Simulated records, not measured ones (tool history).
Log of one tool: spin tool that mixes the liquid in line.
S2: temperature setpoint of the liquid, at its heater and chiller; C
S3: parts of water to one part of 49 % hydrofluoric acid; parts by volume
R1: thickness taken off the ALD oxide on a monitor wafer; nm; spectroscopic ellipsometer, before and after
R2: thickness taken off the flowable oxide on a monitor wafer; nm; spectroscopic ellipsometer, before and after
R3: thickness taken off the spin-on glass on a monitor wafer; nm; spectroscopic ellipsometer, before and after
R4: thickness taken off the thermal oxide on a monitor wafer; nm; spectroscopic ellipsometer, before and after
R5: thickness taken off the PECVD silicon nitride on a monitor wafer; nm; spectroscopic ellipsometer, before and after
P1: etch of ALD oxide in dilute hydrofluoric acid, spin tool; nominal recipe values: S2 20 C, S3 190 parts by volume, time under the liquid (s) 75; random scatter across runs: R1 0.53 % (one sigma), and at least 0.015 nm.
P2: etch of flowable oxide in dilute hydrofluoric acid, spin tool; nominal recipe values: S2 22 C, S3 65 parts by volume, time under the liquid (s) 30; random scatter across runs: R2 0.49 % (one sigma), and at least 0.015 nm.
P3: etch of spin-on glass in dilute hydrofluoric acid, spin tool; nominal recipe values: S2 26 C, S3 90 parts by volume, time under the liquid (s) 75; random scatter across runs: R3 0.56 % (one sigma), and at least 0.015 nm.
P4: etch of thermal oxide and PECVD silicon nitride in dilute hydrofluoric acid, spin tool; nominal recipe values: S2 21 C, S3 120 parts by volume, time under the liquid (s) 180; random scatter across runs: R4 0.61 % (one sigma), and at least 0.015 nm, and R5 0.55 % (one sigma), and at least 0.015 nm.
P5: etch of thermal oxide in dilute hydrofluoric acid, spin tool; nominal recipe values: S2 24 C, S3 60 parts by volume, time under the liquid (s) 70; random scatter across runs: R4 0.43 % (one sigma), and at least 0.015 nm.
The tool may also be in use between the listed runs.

run 1 day=0.775 | process_that_ran=P1 S2=20 S3=190 time_under_the_liquid_(s)=75 | R1=9.3747
run 2 day=1.5 | process_that_ran=P2 S2=22 S3=95 time_under_the_liquid_(s)=30 | R2=11.867
run 3 day=2.038 | process_that_ran=P3 S2=19.5 S3=90 time_under_the_liquid_(s)=75 | R3=17.699
run 4 day=2.804 | process_that_ran=P1 S2=20 S3=190 time_under_the_liquid_(s)=150 | R1=18.633
run 5 day=3.358 | process_that_ran=P5 S2=24 S3=60 time_under_the_liquid_(s)=70 | R4=5.6275
run 6 day=3.792 | process_that_ran=P5 S2=32 S3=60 time_under_the_liquid_(s)=70 | R4=7.7131
run 7 day=4.517 | process_that_ran=P4 S2=21 S3=120 time_under_the_liquid_(s)=180 | R4=5.5147 R5=5.691
run 8 day=4.917 | process_that_ran=P4 S2=21 S3=120 time_under_the_liquid_(s)=180 | R4=5.5754 R5=5.7543
run 9 day=5.658 | process_that_ran=P5 S2=24 S3=35 time_under_the_liquid_(s)=70 | R4=9.9214
run 10 day=6.296 | process_that_ran=P4 S2=21 S3=120 time_under_the_liquid_(s)=80 | R4=2.4818 R5=2.5413
run 11 day=6.95 | process_that_ran=P1 S2=27 S3=190 time_under_the_liquid_(s)=40 | R1=6.4517
run 12 day=7.612 | process_that_ran=P1 S2=20 S3=95 time_under_the_liquid_(s)=130 | R1=35.517
run 13 day=8.246 | process_that_ran=P4 S2=17 S3=120 time_under_the_liquid_(s)=180 | R4=4.6697 R5=4.3204
run 14 day=8.867 | process_that_ran=P2 S2=22 S3=65 time_under_the_liquid_(s)=30 | R2=17.996
run 15 day=9.462 | process_that_ran=P1 S2=20 S3=190 time_under_the_liquid_(s)=75 | R1=9.3507
run 16 day=9.838 | process_that_ran=P3 S2=26 S3=135 time_under_the_liquid_(s)=75 | R3=14.663
run 17 day=10.388 | process_that_ran=P1 S2=20 S3=190 time_under_the_liquid_(s)=75 | R1=9.3326
run 18 day=11.083 | process_that_ran=P1 S2=20 S3=190 time_under_the_liquid_(s)=75 | R1=9.4007
run 19 day=11.688 | process_that_ran=P3 S2=26 S3=90 time_under_the_liquid_(s)=75 | R3=22.818
run 20 day=12.433 | process_that_ran=P1 S2=20 S3=190 time_under_the_liquid_(s)=15 | R1=1.8448
run 21 day=12.892 | process_that_ran=P1 S2=20 S3=190 time_under_the_liquid_(s)=75 | R1=9.3318
run 22 day=13.638 | process_that_ran=P1 S2=20 S3=280 time_under_the_liquid_(s)=40 | R1=3.0786
run 23 day=14.4 | process_that_ran=P3 S2=26 S3=90 time_under_the_liquid_(s)=75 | R3=23.068
run 24 day=14.771 | process_that_ran=P2 S2=28 S3=65 time_under_the_liquid_(s)=30 | R2=22.812
run 25 day=15.354 | process_that_ran=P1 S2=20 S3=260 time_under_the_liquid_(s)=75 | R1=6.403
run 26 day=15.858 | process_that_ran=P1 S2=20 S3=190 time_under_the_liquid_(s)=75 | R1=9.2991
run 27 day=16.438 | process_that_ran=P4 S2=21 S3=40 time_under_the_liquid_(s)=180 | R4=18.28 R5=16.655
run 28 day=16.979 | process_that_ran=P5 S2=24 S3=60 time_under_the_liquid_(s)=70 | R4=5.6062
run 29 day=17.7 | process_that_ran=P1 S2=20 S3=190 time_under_the_liquid_(s)=75 | R1=9.4001
run 30 day=18.083 | process_that_ran=P1 S2=17 S3=190 time_under_the_liquid_(s)=75 | R1=8.2218
run 31 day=18.85 | process_that_ran=P3 S2=26 S3=90 time_under_the_liquid_(s)=150 | R3=46.186
run 32 day=19.446 | process_that_ran=P1 S2=20 S3=55 time_under_the_liquid_(s)=75 | R1=37.463
run 33 day=20.15 | process_that_ran=P1 S2=23.5 S3=190 time_under_the_liquid_(s)=75 | R1=10.549
run 34 day=20.754 | process_that_ran=P2 S2=22 S3=65 time_under_the_liquid_(s)=15 | R2=9.0058
run 35 day=21.283 | process_that_ran=P5 S2=24 S3=60 time_under_the_liquid_(s)=25 | R4=2.0212
run 36 day=21.975 | process_that_ran=P1 S2=20 S3=190 time_under_the_liquid_(s)=75 | R1=9.3816
run 37 day=22.371 | process_that_ran=P1 S2=20 S3=190 time_under_the_liquid_(s)=75 | R1=9.1233
run 38 day=22.833 | process_that_ran=P1 S2=20 S3=190 time_under_the_liquid_(s)=75 | R1=8.91
run 39 day=23.179 | process_that_ran=P1 S2=20 S3=190 time_under_the_liquid_(s)=75 | R1=8.7953
run 40 day=23.667 | process_that_ran=P1 S2=20 S3=190 time_under_the_liquid_(s)=75 | R1=8.7478
run 41 day=24.196 | process_that_ran=P1 S2=20 S3=190 time_under_the_liquid_(s)=75 | R1=8.7557
run 42 day=24.971 | process_that_ran=P1 S2=20 S3=190 time_under_the_liquid_(s)=75 | R1=8.5557
run 43 day=25.454 | process_that_ran=P1 S2=20 S3=190 time_under_the_liquid_(s)=75 | R1=8.5105
run 44 day=26.192 | process_that_ran=P1 S2=20 S3=190 time_under_the_liquid_(s)=75 | R1=8.5417

Compared with where it was, what P1 gives has crept away. Each cause listed below fits the log as well as the rest, at the size given for it:
A: hydrofluoric acid flow below the setpoint (%) = 6.63
B: liquid colder than its thermometer reads (K) = 2.09
The process output started creeping at around day 21.975.

4 check runs are offered, one wafer each, their results left as question marks. Which one tells the causes apart?
run check 1 day=26.929 | process_that_ran=P2 S2=22 S3=80 time_under_the_liquid_(s)=30 | R2=?
run check 2 day=26.929 | process_that_ran=P5 S2=31 S3=60 time_under_the_liquid_(s)=70 | R4=?
run check 3 day=26.929 | process_that_ran=P3 S2=20 S3=90 time_under_the_liquid_(s)=110 | R3=?
run check 4 day=26.929 | process_that_ran=P4 S2=17 S3=60 time_under_the_liquid_(s)=180 | R4=? R5=?

If the cause were each of the candidates in turn, the checks would give the following:
check=check_1 result=R2 if_A=13.295 if_B=13.152
check=check_2 result=R4 if_A=6.9062 if_B=6.8642
check=check_3 result=R3 if_A=24.709 if_B=24.429
check=check_4 result=R4 if_A=9.3198 if_B=9.1554
check=check_4 result=R5 if_A=7.9694 if_B=7.3375
How far apart the two closest causes lie, in the result that separates them most: check 1 1.08 %; check 2 0.61 %; check 3 1.14 %; check 4 8.26 %
Check 4 distinguishes between the causes, while the remaining checks would return nearly the same result for all of them.

Running check 4 produced the following: R4 9.1043 nm; R5 7.3098 nm. Which one of the listed causes fits?

B is the cause: liquid colder than its thermometer reads (K).
